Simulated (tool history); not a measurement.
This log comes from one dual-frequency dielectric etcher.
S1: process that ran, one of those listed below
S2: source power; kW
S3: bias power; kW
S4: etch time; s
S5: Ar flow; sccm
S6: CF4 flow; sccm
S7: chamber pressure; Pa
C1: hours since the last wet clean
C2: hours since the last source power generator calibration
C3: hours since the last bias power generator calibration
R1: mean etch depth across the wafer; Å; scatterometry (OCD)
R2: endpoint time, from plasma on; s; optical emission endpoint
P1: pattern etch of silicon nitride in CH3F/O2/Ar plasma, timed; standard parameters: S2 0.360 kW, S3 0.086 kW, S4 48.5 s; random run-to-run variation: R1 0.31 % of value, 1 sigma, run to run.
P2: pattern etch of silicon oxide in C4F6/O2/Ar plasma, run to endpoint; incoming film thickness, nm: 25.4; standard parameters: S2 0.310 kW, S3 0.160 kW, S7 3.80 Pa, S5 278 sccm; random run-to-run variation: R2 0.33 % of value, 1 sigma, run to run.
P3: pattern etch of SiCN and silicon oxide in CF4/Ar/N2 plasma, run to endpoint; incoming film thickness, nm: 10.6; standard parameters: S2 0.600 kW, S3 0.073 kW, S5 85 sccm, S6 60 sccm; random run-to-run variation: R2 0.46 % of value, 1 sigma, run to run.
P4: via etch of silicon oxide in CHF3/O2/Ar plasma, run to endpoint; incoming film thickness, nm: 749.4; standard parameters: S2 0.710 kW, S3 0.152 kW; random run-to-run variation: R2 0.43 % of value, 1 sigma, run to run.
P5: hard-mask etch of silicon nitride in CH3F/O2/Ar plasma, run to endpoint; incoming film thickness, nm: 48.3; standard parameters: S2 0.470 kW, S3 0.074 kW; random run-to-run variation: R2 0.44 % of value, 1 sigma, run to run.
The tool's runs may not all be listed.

run 1 day=0.212 | S1=P1 S2=0.360 S3=0.086 S4=48.5 | C1=310.6 C2=390.6 C3=983.8 | R1=349.72
run 2 day=0.579 | S1=P1 S2=0.360 S3=0.122 S4=48.5 | C1=319.4 C2=399.4 C3=992.6 | R1=396.75
run 3 day=0.783 | S1=P1 S2=0.360 S3=0.086 S4=48.5 | C1=324.3 C2=404.3 C3=997.5 | R1=350.14
run 4 day=1.079 | S1=P3 S2=0.600 S3=0.090 S5=85 S6=60 | C1=331.4 C2=411.4 C3=1004.6 | R2=8.9341
run 5 day=1.329 | S1=P4 S2=0.420 S3=0.152 | C1=337.4 C2=417.4 C3=1010.6 | R2=450.0700
run 6 day=1.529 | S1=P1 S2=0.430 S3=0.086 S4=28.5 | C1=342.2 C2=422.2 C3=1015.4 | R1=218.89
run 7 day=1.775 | S1=P1 S2=0.260 S3=0.086 S4=48.5 | C1=348.1 C2=428.1 C3=1021.3 | R1=309.04
run 8 day=2.042 | S1=P1 S2=0.360 S3=0.086 S4=48.5 | C1=354.5 C2=434.5 C3=1027.7 | R1=349.59
run 9 day=2.267 | S1=P2 S2=0.310 S3=0.199 S5=278 S7=3.80 | C1=359.9 C2=439.9 C3=1033.1 | R2=8.4906
run 10 day=2.550 | S1=P1 S2=0.360 S3=0.086 S4=48.5 | C1=366.7 C2=446.7 C3=1039.9 | R1=348.62
run 11 day=2.808 | S1=P3 S2=0.600 S3=0.073 S5=85 S6=60 | C1=372.9 C2=452.9 C3=1046.1 | R2=9.6018
run 12 day=3.038 | S1=P2 S2=0.310 S3=0.160 S5=278 S7=3.80 | C1=378.4 C2=458.4 C3=1051.6 | R2=9.1063
run 13 day=3.283 | S1=P1 S2=0.440 S3=0.086 S4=48.5 | C1=384.3 C2=464.3 C3=1057.5 | R1=375.02
-- day=3.471 bias power generator calibrated
run 14 day=3.558 | S1=P2 S2=0.430 S3=0.160 S5=278 S7=3.80 | C1=390.9 C2=470.9 C3=2.2 | R2=7.9634
run 15 day=3.912 | S1=P1 S2=0.360 S3=0.086 S4=48.5 | C1=399.4 C2=479.4 C3=10.7 | R1=350.24
run 16 day=4.188 | S1=P1 S2=0.360 S3=0.053 S4=48.5 | C1=406.0 C2=486.0 C3=17.3 | R1=295.27
run 17 day=4.579 | S1=P1 S2=0.360 S3=0.086 S4=28.0 | C1=415.4 C2=495.4 C3=26.7 | R1=200.52
run 18 day=4.950 | S1=P5 S2=0.620 S3=0.074 | C1=424.3 C2=504.3 C3=35.6 | R2=57.0850
run 19 day=5.275 | S1=P5 S2=0.470 S3=0.074 | C1=432.1 C2=512.1 C3=43.4 | R2=62.8790
run 20 day=5.683 | S1=P1 S2=0.360 S3=0.086 S4=68.0 | C1=441.9 C2=521.9 C3=53.2 | R1=485.62
run 21 day=6.042 | S1=P1 S2=0.360 S3=0.086 S4=48.5 | C1=450.5 C2=530.5 C3=61.8 | R1=347.49
run 22 day=6.271 | S1=P3 S2=0.450 S3=0.073 S5=85 S6=60 | C1=456.0 C2=536.0 C3=67.3 | R2=12.2710
run 23 day=6.675 | S1=P1 S2=0.360 S3=0.117 S4=71.0 | C1=465.7 C2=545.7 C3=77.0 | R1=570.82
run 24 day=6.942 | S1=P5 S2=0.470 S3=0.102 | C1=472.1 C2=552.1 C3=83.4 | R2=56.4990
run 25 day=7.183 | S1=P4 S2=0.710 S3=0.204 | C1=477.9 C2=557.9 C3=89.2 | R2=333.2200
run 26 day=7.546 | S1=P3 S2=0.600 S3=0.073 S5=85 S6=60 | C1=486.6 C2=566.6 C3=97.9 | R2=9.6917
run 27 day=7.971 | S1=P3 S2=0.600 S3=0.073 S5=61 S6=60 | C1=496.8 C2=576.8 C3=108.1 | R2=9.1360
run 28 day=8.300 | S1=P4 S2=0.710 S3=0.152 | C1=504.7 C2=584.7 C3=116.0 | R2=368.5100
run 29 day=8.708 | S1=P1 S2=0.490 S3=0.062 S4=48.5 | C1=514.5 C2=594.5 C3=125.8 | R1=351.43
run 30 day=8.979 | S1=P2 S2=0.310 S3=0.160 S5=183 S7=3.80 | C1=521.0 C2=601.0 C3=132.3 | R2=8.7169
run 31 day=9.383 | S1=P1 S2=0.360 S3=0.086 S4=48.5 | C1=530.7 C2=610.7 C3=142.0 | R1=350.57
run 32 day=9.579 | S1=P3 S2=0.600 S3=0.073 S5=85 S6=82 | C1=535.4 C2=615.4 C3=146.7 | R2=9.1801
run 33 day=9.846 | S1=P2 S2=0.310 S3=0.160 S5=278 S7=4.80 | C1=541.8 C2=621.8 C3=153.1 | R2=9.3721
run 34 day=10.250 | S1=P1 S2=0.360 S3=0.086 S4=48.5 | C1=551.5 C2=631.5 C3=162.8 | R1=347.46
run 35 day=10.675 | S1=P1 S2=0.360 S3=0.086 S4=48.5 | C1=561.7 C2=641.7 C3=173.0 | R1=345.44
run 36 day=11.021 | S1=P1 S2=0.360 S3=0.086 S4=48.5 | C1=570.0 C2=650.0 C3=181.3 | R1=345.27
run 37 day=11.375 | S1=P1 S2=0.360 S3=0.086 S4=48.5 | C1=578.5 C2=658.5 C3=189.8 | R1=343.62
-- day=11.562 wet clean of the chamber
run 38 day=11.667 | S1=P1 S2=0.360 S3=0.086 S4=48.5 | C1=2.6 C2=665.5 C3=196.8 | R1=342.21
run 39 day=11.921 | S1=P1 S2=0.360 S3=0.086 S4=48.5 | C1=8.7 C2=671.6 C3=202.9 | R1=340.95
run 40 day=12.233 | S1=P1 S2=0.360 S3=0.086 S4=48.5 | C1=16.2 C2=679.1 C3=210.4 | R1=343.76
run 41 day=12.458 | S1=P1 S2=0.360 S3=0.086 S4=48.5 | C1=21.6 C2=684.5 C3=215.8 | R1=342.57
run 42 day=12.812 | S1=P1 S2=0.360 S3=0.086 S4=48.5 | C1=30.1 C2=693.0 C3=224.3 | R1=345.86
run 43 day=13.221 | S1=P1 S2=0.360 S3=0.086 S4=48.5 | C1=39.9 C2=702.8 C3=234.1 | R1=341.82
run 44 day=13.583 | S1=P1 S2=0.360 S3=0.086 S4=48.5 | C1=48.6 C2=711.5 C3=242.8 | R1=341.46

P1 no longer gives what it gave before; its output has crept away from where it was. The following 2 causes, each at its listed size, fit the log equally well:
A: bias power that arrives under what is set, % = 4.84
B: source power that arrives under what is set, % = 4.62
The onset of the drift is placed at about day 10.250.
Other possible causes, and why each is ruled out:
chamber walls in a state that lowers the etch rate, %: maintenance at day 11.562, after the shift began, did not return the process to its former output

The list below offers 4 check runs, each averaging the results of 2 wafers, and shows each result as a question mark. For which of them would the listed causes give clearly different results?
run check 1 day=13.946 | S1=P5 S2=0.610 S3=0.098 | R2=?
run check 2 day=13.946 | S1=P3 S2=0.600 S3=0.073 S5=85 S6=75 | R2=?
run check 3 day=13.946 | S1=P2 S2=0.390 S3=0.160 S5=278 S7=3.80 | R2=?
run check 4 day=13.946 | S1=P4 S2=0.590 S3=0.187 | R2=?

Expected result of each check under each candidate cause:
check=check_1 result=R2 if_A=52.9690 if_B=52.9820
check=check_2 result=R2 if_A=9.4350 if_B=9.6859
check=check_3 result=R2 if_A=8.4460 if_B=8.4742
check=check_4 result=R2 if_A=374.5200 if_B=375.0100
Per-check spread between the two closest causes, in the result where they differ most: check 1 0.02 %; check 2 2.62 %; check 3 0.33 %; check 4 0.13 %
The causes can be told apart only by check 2. The other checks would give nearly the same results under each of them.

After running check 2, the following was obtained: R2 9.3836 s. Which cause does this point to?

A is the cause: bias power that arrives under what is set, %.
